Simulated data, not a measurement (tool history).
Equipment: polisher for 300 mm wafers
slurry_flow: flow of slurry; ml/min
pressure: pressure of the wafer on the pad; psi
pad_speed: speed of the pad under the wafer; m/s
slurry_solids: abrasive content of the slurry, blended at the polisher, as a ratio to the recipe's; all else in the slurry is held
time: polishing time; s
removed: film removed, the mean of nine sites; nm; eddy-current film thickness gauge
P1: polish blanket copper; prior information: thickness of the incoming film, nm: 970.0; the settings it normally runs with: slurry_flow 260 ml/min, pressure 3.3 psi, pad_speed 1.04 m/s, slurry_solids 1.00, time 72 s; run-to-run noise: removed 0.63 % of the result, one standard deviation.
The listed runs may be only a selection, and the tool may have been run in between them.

run	hour	slurry_flow	pressure	pad_speed	slurry_solids	time	removed
1	9.7	260	3.3	1.04	1.00	72	226.93
2	20.0	260	3.3	1.04	1.00	72	228.10
3	27.8	260	1.5	1.04	1.00	72	103.04
4	35.6	365	3.3	1.04	1.00	111	365.95
5	44.4	260	3.3	1.04	1.00	72	224.87
6	51.5	260	3.3	1.04	1.00	38	120.28
7	60.5	155	3.3	1.04	1.00	96	283.89
8	69.9	260	3.3	1.64	1.00	72	360.29
9	83.9	260	3.3	1.04	1.00	72	227.11
10	97.1	260	3.3	0.70	1.00	72	152.70
11	109.6	155	3.3	1.04	1.00	72	214.10
12	116.0	260	3.3	1.04	0.65	72	209.04
13	130.0	260	3.3	1.04	1.00	111	348.30
14	139.5	260	3.3	1.04	1.45	72	246.54
15	149.9	260	4.4	1.04	1.00	72	304.71
16	158.1	260	3.3	1.04	1.00	72	228.18
17	164.6	365	3.3	1.04	1.00	72	233.77
18	177.5	260	3.3	1.04	1.00	72	228.66
19	190.0	260	3.3	1.04	1.00	72	222.78
20	203.7	260	3.3	1.04	1.00	72	221.56
21	213.0	260	3.3	1.04	1.00	72	218.28
# hour 214.7: slurry blender recalibrated
22	219.3	260	3.3	1.04	1.00	72	217.13
23	230.9	260	3.3	1.04	1.00	72	218.74
24	244.9	260	3.3	1.04	1.00	72	217.09
# hour 251.2: head pressure recalibrated
25	256.2	260	3.3	1.04	1.00	72	218.33
26	269.8	260	3.3	1.04	1.00	72	214.13
27	282.1	260	3.3	1.04	1.00	72	215.24

P1 no longer gives what it gave before; its output has crept away from where it was. The following 2 causes, each at its listed size, fit the log equally well:
A: slurry flow missing at the pad, % = 33.1
B: removal rate lost through wear of the pad, % = 4.9
Creep in the process output first set in at about hour 177.5.
All other causes, with the reason each is excluded:
head's pressure below its setpoint, %: work on it at hour 251.2, done after the drift set in, did not restore what the process gave before
abrasive missing from the slurry, %: work on it at hour 214.7, done after the drift set in, did not restore what the process gave before

The 4 check runs listed below each average the results of 3 wafers, and their outcomes are marked with question marks. Under which run would the listed causes produce clearly different results?
check 1	294.4	260	3.3	1.28	1.00	72	?
check 2	294.4	260	1.9	1.04	1.00	72	?
check 3	294.4	260	3.3	1.62	1.00	106	?
check 4	294.4	155	3.3	1.04	1.30	72	?

What each check would give under each cause:
check	result	if A	if B
check 1	removed	266.55	266.55
check 2	removed	124.69	124.70
check 3	removed	496.66	496.67
check 4	removed	207.58	214.11
Distance between the nearest two causes, measured in the result of the check that separates them most: check 1 0 %; check 2 0 %; check 3 0 %; check 4 3.1 %
Check 4 tells the causes apart: in the others they would give nearly the same result.

Check 4 has now been run. It gave: removed 215.12 nm. Which of the candidate causes is it?

B is the cause: removal rate lost through wear of the pad, %.
